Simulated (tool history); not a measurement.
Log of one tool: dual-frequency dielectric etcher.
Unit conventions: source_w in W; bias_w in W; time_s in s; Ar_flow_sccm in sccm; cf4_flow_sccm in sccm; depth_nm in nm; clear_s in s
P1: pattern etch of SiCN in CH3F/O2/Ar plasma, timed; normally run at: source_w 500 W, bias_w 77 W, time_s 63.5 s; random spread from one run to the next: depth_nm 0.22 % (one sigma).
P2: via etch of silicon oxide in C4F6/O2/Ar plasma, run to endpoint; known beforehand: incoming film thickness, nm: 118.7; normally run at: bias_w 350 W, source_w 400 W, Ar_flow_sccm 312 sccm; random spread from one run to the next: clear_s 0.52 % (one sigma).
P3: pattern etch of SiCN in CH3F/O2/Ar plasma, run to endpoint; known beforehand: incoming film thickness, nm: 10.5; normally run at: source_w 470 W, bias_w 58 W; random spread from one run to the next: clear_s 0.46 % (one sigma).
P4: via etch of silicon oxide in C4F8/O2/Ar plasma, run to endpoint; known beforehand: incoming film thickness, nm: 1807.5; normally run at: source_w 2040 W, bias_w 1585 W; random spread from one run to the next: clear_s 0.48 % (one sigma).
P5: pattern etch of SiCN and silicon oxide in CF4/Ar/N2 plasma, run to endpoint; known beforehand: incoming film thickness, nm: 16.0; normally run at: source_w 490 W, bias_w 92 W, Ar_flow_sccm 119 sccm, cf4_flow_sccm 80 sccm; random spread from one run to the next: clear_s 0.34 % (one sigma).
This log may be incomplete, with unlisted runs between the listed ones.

run	hour	process	source_w	bias_w	time_s	Ar_flow_sccm	cf4_flow_sccm	hours since the last wet clean	hours since the last source power generator calibration	hours since the last bias power generator calibration	depth_nm	clear_s
1	11.4	P1	500	77	63.5			162.0	697.2	1219.9	27.192	
2	20.6	P4	2040	2232				171.2	706.4	1229.1		350.960
3	28.5	P1	500	77	63.5			179.1	714.3	1237.0	27.240	
4	44.0	P1	500	77	92.5			194.6	729.8	1252.5	39.873	
5	58.2	P3	470	58				208.8	744.0	1266.7		29.116
6	69.1	P5	490	92		148	80	219.7	754.9	1277.6		16.412
7	77.5	P1	500	46	63.5			228.1	763.3	1286.0	22.966	
8	87.8	P5	490	92		119	80	238.4	773.6	1296.3		15.822
9	98.0	P2	400	350		229		248.6	783.8	1306.5		27.927
# hour 106.3: bias power generator calibrated
10	111.3	P3	340	58				261.9	797.1	5.0		32.980
11	119.2	P2	400	350		312		269.8	805.0	12.9		28.926
12	130.2	P1	500	77	63.5			280.8	816.0	23.9	27.333	
13	144.9	P5	490	92		119	110	295.5	830.7	38.6		15.133
14	162.1	P2	510	350		312		312.7	847.9	55.8		26.526
15	178.0	P1	500	77	35.0			328.6	863.8	71.7	15.068	
16	195.8	P1	690	77	63.5			346.4	881.6	89.5	30.790	
17	205.2	P1	500	107	63.5			355.8	891.0	98.9	30.775	
18	214.9	P2	400	482		312		365.5	900.7	108.6		25.758
19	231.0	P1	330	101	63.5			381.6	916.8	124.7	25.824	
20	249.0	P5	490	92		119	80	399.6	934.8	142.7		15.920

The next listed run, before its measurement:
21	257.0	P4	2690	1585				407.6	942.8	150.7		?

clear_s: 345.950 s
